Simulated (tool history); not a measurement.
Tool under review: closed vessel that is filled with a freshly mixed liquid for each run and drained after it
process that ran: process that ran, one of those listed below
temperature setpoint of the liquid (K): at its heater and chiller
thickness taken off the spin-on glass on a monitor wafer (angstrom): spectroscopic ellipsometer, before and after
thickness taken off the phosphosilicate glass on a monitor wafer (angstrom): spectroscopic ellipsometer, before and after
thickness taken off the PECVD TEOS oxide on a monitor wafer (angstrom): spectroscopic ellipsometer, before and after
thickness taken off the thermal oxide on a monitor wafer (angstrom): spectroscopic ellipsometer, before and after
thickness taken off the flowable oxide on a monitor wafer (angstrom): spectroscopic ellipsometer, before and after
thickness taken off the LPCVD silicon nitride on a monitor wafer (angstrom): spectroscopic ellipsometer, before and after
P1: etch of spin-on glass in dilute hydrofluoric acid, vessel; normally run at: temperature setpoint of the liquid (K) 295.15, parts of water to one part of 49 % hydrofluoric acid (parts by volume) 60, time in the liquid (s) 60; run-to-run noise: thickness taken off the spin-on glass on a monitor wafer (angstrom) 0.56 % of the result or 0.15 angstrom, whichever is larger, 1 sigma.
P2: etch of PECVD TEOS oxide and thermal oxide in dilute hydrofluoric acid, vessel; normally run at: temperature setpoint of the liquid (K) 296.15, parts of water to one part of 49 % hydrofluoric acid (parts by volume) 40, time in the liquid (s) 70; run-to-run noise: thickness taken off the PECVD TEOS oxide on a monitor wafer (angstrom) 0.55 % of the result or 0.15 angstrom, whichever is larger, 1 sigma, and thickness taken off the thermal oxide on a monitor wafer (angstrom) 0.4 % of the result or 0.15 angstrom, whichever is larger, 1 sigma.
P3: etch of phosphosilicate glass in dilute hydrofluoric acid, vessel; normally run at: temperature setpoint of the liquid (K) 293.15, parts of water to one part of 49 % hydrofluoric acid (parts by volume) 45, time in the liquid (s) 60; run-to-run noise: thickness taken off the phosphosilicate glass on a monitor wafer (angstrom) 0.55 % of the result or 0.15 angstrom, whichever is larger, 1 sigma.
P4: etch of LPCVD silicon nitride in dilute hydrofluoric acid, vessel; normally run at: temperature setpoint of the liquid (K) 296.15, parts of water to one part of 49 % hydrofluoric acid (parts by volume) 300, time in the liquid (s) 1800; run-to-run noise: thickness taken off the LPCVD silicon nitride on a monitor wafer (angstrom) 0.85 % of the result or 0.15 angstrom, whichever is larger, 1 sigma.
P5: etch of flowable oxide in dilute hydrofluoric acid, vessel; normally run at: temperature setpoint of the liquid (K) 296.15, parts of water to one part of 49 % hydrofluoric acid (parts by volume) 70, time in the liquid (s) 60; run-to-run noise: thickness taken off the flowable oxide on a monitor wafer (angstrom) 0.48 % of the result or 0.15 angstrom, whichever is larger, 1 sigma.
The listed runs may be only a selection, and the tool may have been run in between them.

run,hour,process that ran,temperature setpoint of the liquid (K),parts of water to one part of 49 % hydrofluoric acid (parts by volume),time in the liquid (s),hours since the thermometer was replaced,hours since the hydrofluoric acid flow meter was replaced,thickness taken off the spin-on glass on a monitor wafer (angstrom),thickness taken off the phosphosilicate glass on a monitor wafer (angstrom),thickness taken off the PECVD TEOS oxide on a monitor wafer (angstrom),thickness taken off the thermal oxide on a monitor wafer (angstrom),thickness taken off the flowable oxide on a monitor wafer (angstrom),thickness taken off the LPCVD silicon nitride on a monitor wafer (angstrom)
1,9.3,P1,295.15,60,60,284.5,768.8,592.33,,,,,
2,19.4,P3,293.15,20,60,294.6,778.9,,2259.70,,,,
3,25.0,P1,295.15,60,85,300.2,784.5,845.71,,,,,
4,34.6,P2,296.15,20,70,309.8,794.1,,,1123.90,176.680,,
5,39.4,P1,295.15,60,30,314.6,798.9,299.24,,,,,
6,48.1,P1,295.15,60,60,323.3,807.6,587.95,,,,,
7,58.4,P1,295.15,60,60,333.6,817.9,596.37,,,,,
8,63.0,P1,290.15,60,60,338.2,822.5,479.72,,,,,
9,69.8,P1,295.15,100,60,345.0,829.3,338.64,,,,,
10,74.7,P2,296.15,40,130,349.9,834.2,,,1012.10,158.710,,
11,79.9,P5,290.15,70,60,355.1,839.4,,,,,309.32,
12,88.0,P4,296.15,300,3160,363.2,847.5,,,,,,50.378
13,93.4,P2,296.15,40,70,368.6,852.9,,,548.41,85.677,,
# hour 97.9: thermometer replaced
14,101.8,P3,293.15,45,105,4.0,861.3,,1735.80,,,,
15,107.6,P2,300.65,40,70,9.8,867.1,,,654.93,104.000,,
16,115.8,P5,296.15,70,60,18.0,875.3,,,,,394.19,
17,125.0,P4,296.15,540,1800,27.2,884.5,,,,,,16.238
18,130.8,P4,296.15,300,1800,33.0,890.3,,,,,,28.735
19,135.5,P4,302.65,300,1800,37.7,895.0,,,,,,42.361
20,141.9,P1,295.15,30,60,44.1,901.4,1227.30,,,,,
21,149.2,P1,295.15,60,60,51.4,908.7,598.30,,,,,
22,155.2,P1,295.15,60,60,57.4,914.7,592.61,,,,,
23,159.9,P3,293.15,45,60,62.1,919.4,,980.61,,,,
24,165.5,P5,296.15,70,30,67.7,925.0,,,,,198.54,
25,172.9,P3,297.15,45,60,75.1,932.4,,1168.90,,,,
26,182.0,P2,296.15,40,70,84.2,941.5,,,549.60,86.215,,
27,187.6,P1,299.15,60,60,89.8,947.1,696.57,,,,,
28,196.9,P1,302.65,105,60,99.1,956.4,429.62,,,,,
29,206.3,P5,296.15,30,60,108.5,965.8,,,,,973.03,
30,211.1,P1,295.15,60,60,113.3,970.6,595.98,,,,,
31,215.9,P1,295.15,60,60,118.1,975.4,580.15,,,,,
32,221.4,P1,295.15,60,60,123.6,980.9,574.25,,,,,
33,225.9,P1,295.15,60,60,128.1,985.4,565.18,,,,,
34,232.2,P1,295.15,60,60,134.4,991.7,560.37,,,,,
35,239.3,P1,295.15,60,60,141.5,998.8,555.31,,,,,
36,249.4,P1,295.15,60,60,151.6,1008.9,548.94,,,,,
37,257.7,P1,295.15,60,60,159.9,1017.2,547.03,,,,,
38,264.7,P1,295.15,60,60,166.9,1024.2,547.21,,,,,
39,273.6,P1,295.15,60,60,175.8,1033.1,548.29,,,,,
40,280.8,P1,295.15,60,60,183.0,1040.3,543.58,,,,,
41,286.9,P1,295.15,60,60,189.1,1046.4,538.93,,,,,

P1 no longer gives what it gave before; its output has crept away from where it was. The following 2 causes, each at its listed size, fit the log equally well:
A: hydrofluoric acid flow below the setpoint (%) = 7.74
B: liquid colder than its thermometer reads (K) = 2.08
The creep began at about hour 211.1.

4 check runs are offered, each on 2 wafers whose results are averaged, their results left as question marks. Which one tells the causes apart?
check 1,293.0,P4,296.15,300,3045,,,,,,,,?
check 2,293.0,P2,296.15,20,110,,,,,?,?,,
check 3,293.0,P5,296.15,45,60,,,,,,,?,
check 4,293.0,P3,293.15,30,60,,,,?,,,,

Predicted outcomes, by check and by cause:
check,result,if A,if B
check 1,thickness taken off the LPCVD silicon nitride on a monitor wafer (angstrom),44.925,42.724
check 2,thickness taken off the PECVD TEOS oxide on a monitor wafer (angstrom),1622.30,1612.20
check 2,thickness taken off the thermal oxide on a monitor wafer (angstrom),255.600,254.010
check 3,thickness taken off the flowable oxide on a monitor wafer (angstrom),582.97,581.95
check 4,thickness taken off the phosphosilicate glass on a monitor wafer (angstrom),1381.00,1371.80
How far apart the two closest causes lie, in the result that separates them most: check 1 5.02 %; check 2 0.62 %; check 3 0.18 %; check 4 0.66 %
Only in check 1 would the causes give clearly different results; in the remaining checks their results would be nearly the same.

Running check 1 produced the following: thickness taken off the LPCVD silicon nitride on a monitor wafer (angstrom) 42.713. Which one of the listed causes fits?

It is B: liquid colder than its thermometer reads (K).
